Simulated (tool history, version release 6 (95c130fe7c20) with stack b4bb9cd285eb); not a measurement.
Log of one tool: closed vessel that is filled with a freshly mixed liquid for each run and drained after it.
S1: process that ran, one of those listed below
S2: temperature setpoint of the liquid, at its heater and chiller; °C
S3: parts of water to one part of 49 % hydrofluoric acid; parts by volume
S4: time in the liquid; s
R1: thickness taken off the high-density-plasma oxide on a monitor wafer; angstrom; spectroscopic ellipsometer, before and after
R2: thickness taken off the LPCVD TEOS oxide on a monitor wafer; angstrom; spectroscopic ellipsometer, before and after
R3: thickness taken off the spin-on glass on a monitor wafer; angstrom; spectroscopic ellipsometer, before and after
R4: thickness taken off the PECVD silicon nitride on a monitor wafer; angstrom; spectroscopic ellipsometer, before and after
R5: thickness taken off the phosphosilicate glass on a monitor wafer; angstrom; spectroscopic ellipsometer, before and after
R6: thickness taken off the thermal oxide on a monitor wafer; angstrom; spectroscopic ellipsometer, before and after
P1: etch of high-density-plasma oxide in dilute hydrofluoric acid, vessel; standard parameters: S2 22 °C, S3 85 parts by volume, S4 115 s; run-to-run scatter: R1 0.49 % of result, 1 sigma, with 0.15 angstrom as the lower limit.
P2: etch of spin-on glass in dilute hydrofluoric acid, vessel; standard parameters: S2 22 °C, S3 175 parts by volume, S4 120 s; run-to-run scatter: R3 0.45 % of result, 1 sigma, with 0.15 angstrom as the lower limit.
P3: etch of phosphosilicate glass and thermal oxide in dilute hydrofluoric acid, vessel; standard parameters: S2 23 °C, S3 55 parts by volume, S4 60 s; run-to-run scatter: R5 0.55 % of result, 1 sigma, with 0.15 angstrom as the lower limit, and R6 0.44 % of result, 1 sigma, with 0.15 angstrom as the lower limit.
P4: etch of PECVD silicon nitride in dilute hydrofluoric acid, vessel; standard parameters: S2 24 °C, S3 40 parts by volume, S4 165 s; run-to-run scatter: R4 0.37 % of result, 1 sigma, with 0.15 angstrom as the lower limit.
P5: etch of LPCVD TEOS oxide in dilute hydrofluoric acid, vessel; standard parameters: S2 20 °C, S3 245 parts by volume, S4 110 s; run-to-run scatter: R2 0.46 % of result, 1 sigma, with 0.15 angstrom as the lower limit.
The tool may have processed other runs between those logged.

Run 1, hour 6.7: S1 P1, S2 22 °C, S3 85 parts by volume, S4 115 s. Result: R1 96.639 angstrom.
Run 2, hour 13.2: S1 P5, S2 20 °C, S3 245 parts by volume, S4 30 s. Result: R2 26.064 angstrom.
Run 3, hour 21: S1 P1, S2 22 °C, S3 85 parts by volume, S4 205 s. Result: R1 170.27 angstrom.
Run 4, hour 27: S1 P2, S2 22 °C, S3 175 parts by volume, S4 120 s. Result: R3 192.35 angstrom.
Run 5, hour 34.1: S1 P1, S2 28.5 °C, S3 85 parts by volume, S4 115 s. Result: R1 124.93 angstrom.
Run 6, hour 39.6: S1 P5, S2 20 °C, S3 350 parts by volume, S4 110 s. Result: R2 60.642 angstrom.
Run 7, hour 46.2: S1 P2, S2 22 °C, S3 175 parts by volume, S4 30 s. Result: R3 48.027 angstrom.
Run 8, hour 54.7: S1 P4, S2 24 °C, S3 40 parts by volume, S4 165 s. Result: R4 69.754 angstrom.
Run 9, hour 62.2: S1 P1, S2 22 °C, S3 85 parts by volume, S4 115 s. Result: R1 95.758 angstrom.
At hour 66.9: hydrofluoric acid flow meter replaced.
Run 10, hour 67.7: S1 P4, S2 31 °C, S3 40 parts by volume, S4 165 s. Result: R4 111.17 angstrom.
Run 11, hour 72.5: S1 P3, S2 30.5 °C, S3 55 parts by volume, S4 60 s. Result: R5 920.16 angstrom, R6 72.638 angstrom.
Run 12, hour 77.7: S1 P5, S2 20 °C, S3 245 parts by volume, S4 110 s. Result: R2 95.159 angstrom.
Run 13, hour 85.8: S1 P1, S2 22 °C, S3 85 parts by volume, S4 115 s. Result: R1 95.129 angstrom.
Run 14, hour 90: S1 P5, S2 17 °C, S3 245 parts by volume, S4 110 s. Result: R2 83.911 angstrom.
Run 15, hour 97.3: S1 P2, S2 28.5 °C, S3 175 parts by volume, S4 120 s. Result: R3 243.41 angstrom.
Run 16, hour 101.6: S1 P2, S2 22 °C, S3 175 parts by volume, S4 120 s. Result: R3 191.63 angstrom.
Run 17, hour 109.8: S1 P1, S2 22 °C, S3 30 parts by volume, S4 115 s. Result: R1 290.23 angstrom.
Run 18, hour 114.4: S1 P3, S2 23 °C, S3 55 parts by volume, S4 115 s. Result: R5 1299.1 angstrom, R6 102.06 angstrom.
Run 19, hour 122.1: S1 P1, S2 22 °C, S3 85 parts by volume, S4 50 s. Result: R1 41.751 angstrom.
Run 20, hour 127.3: S1 P3, S2 23 °C, S3 35 parts by volume, S4 60 s. Result: R5 1092.9 angstrom, R6 86.429 angstrom.
Run 21, hour 135.2: S1 P1, S2 17.5 °C, S3 125 parts by volume, S4 115 s. Result: R1 52.148 angstrom.
Run 22, hour 139.6: S1 P3, S2 23 °C, S3 55 parts by volume, S4 60 s. Result: R5 683.03 angstrom, R6 53.261 angstrom.
Run 23, hour 145.9: S1 P1, S2 17 °C, S3 85 parts by volume, S4 115 s. Result: R1 77.822 angstrom.
Run 24, hour 152.5: S1 P1, S2 22 °C, S3 135 parts by volume, S4 115 s. Result: R1 57.682 angstrom.
Run 25, hour 161.3: S1 P4, S2 24 °C, S3 40 parts by volume, S4 320 s. Result: R4 136.22 angstrom.
Run 26, hour 165.6: S1 P1, S2 25.5 °C, S3 55 parts by volume, S4 115 s. Result: R1 178 angstrom.
Run 27, hour 170.9: S1 P1, S2 22 °C, S3 85 parts by volume, S4 115 s. Result: R1 96.52 angstrom.
Run 28, hour 179.3: S1 P5, S2 20 °C, S3 245 parts by volume, S4 110 s. Result: R2 95.998 angstrom.
Run 29, hour 188.1: S1 P1, S2 22 °C, S3 85 parts by volume, S4 115 s. Result: R1 95.225 angstrom.
Run 30, hour 192.9: S1 P1, S2 22 °C, S3 85 parts by volume, S4 115 s. Result: R1 96.426 angstrom.
Run 31, hour 200.1: S1 P1, S2 22 °C, S3 85 parts by volume, S4 115 s. Result: R1 96.7 angstrom.
Run 32, hour 208.7: S1 P2, S2 22 °C, S3 40 parts by volume, S4 120 s. Result: R3 990.52 angstrom.
Run 33, hour 214.3: S1 P3, S2 23 °C, S3 55 parts by volume, S4 60 s. Result: R5 677.19 angstrom, R6 53.534 angstrom.
Run 34, hour 221.2: S1 P4, S2 24 °C, S3 20 parts by volume, S4 165 s. Result: R4 136.75 angstrom.
Run 35, hour 226.1: S1 P1, S2 22 °C, S3 85 parts by volume, S4 115 s. Result: R1 95.983 angstrom.
Run 36, hour 234: S1 P1, S2 22 °C, S3 85 parts by volume, S4 115 s. Result: R1 92.942 angstrom.
Run 37, hour 239.4: S1 P1, S2 22 °C, S3 85 parts by volume, S4 115 s. Result: R1 90.901 angstrom.
Run 38, hour 244.5: S1 P1, S2 22 °C, S3 85 parts by volume, S4 115 s. Result: R1 90.462 angstrom.
Run 39, hour 250: S1 P1, S2 22 °C, S3 85 parts by volume, S4 115 s. Result: R1 89.786 angstrom.
Run 40, hour 254.5: S1 P1, S2 22 °C, S3 85 parts by volume, S4 115 s. Result: R1 89.379 angstrom.
Run 41, hour 262.8: S1 P1, S2 22 °C, S3 85 parts by volume, S4 115 s. Result: R1 87.96 angstrom.
Run 42, hour 270.3: S1 P1, S2 22 °C, S3 85 parts by volume, S4 115 s. Result: R1 87.671 angstrom.
Run 43, hour 276.2: S1 P1, S2 22 °C, S3 85 parts by volume, S4 115 s. Result: R1 87.417 angstrom.
Run 44, hour 281: S1 P1, S2 22 °C, S3 85 parts by volume, S4 115 s. Result: R1 87.236 angstrom.
Run 45, hour 286: S1 P1, S2 22 °C, S3 85 parts by volume, S4 115 s. Result: R1 87.783 angstrom.
Run 46, hour 294.6: S1 P1, S2 22 °C, S3 85 parts by volume, S4 115 s. Result: R1 87.263 angstrom.

Compared with where it was, what P1 gives has crept away. Each cause listed below fits the log as well as the rest, at the size given for it:
A: hydrofluoric acid flow below the setpoint (%) = 7.99
B: liquid colder than its thermometer reads (K) = 2.24
The process output started creeping at around hour 226.1.

Below are 4 check runs, each on a single wafer, with their results shown as question marks. Which of them would tell the listed causes apart, meaning the causes would give clearly different results under it?
Run check 1, hour 303.2: S1 P4, S2 29.5 °C, S3 40 parts by volume, S4 310 s. Result: R4 ?.
Run check 2, hour 303.2: S1 P5, S2 17 °C, S3 245 parts by volume, S4 30 s. Result: R2 ?.
Run check 3, hour 303.2: S1 P2, S2 22 °C, S3 80 parts by volume, S4 120 s. Result: R3 ?.
Run check 4, hour 303.2: S1 P3, S2 23 °C, S3 55 parts by volume, S4 85 s. Result: R5 ?, R6 ?.

Predicted outcomes, by check and by cause:
  check  result    if A    if B
check 1      R4  175.07  164.01
check 2      R2  20.928   21.21
check 3      R3  426.84  426.47
check 4      R5  884.76  881.29
check 4      R6  69.131   68.86
Distance between the nearest two causes, measured in the result of the check that separates them most: check 1 6.52 %; check 2 1.34 %; check 3 0.09 %; check 4 0.39 %
Check 1 distinguishes between the causes, while the remaining checks would return nearly the same result for all of them.

Check 1 was then run and gave: R4 175.4 angstrom. Which cause is it?

A is the cause: hydrofluoric acid flow below the setpoint (%).
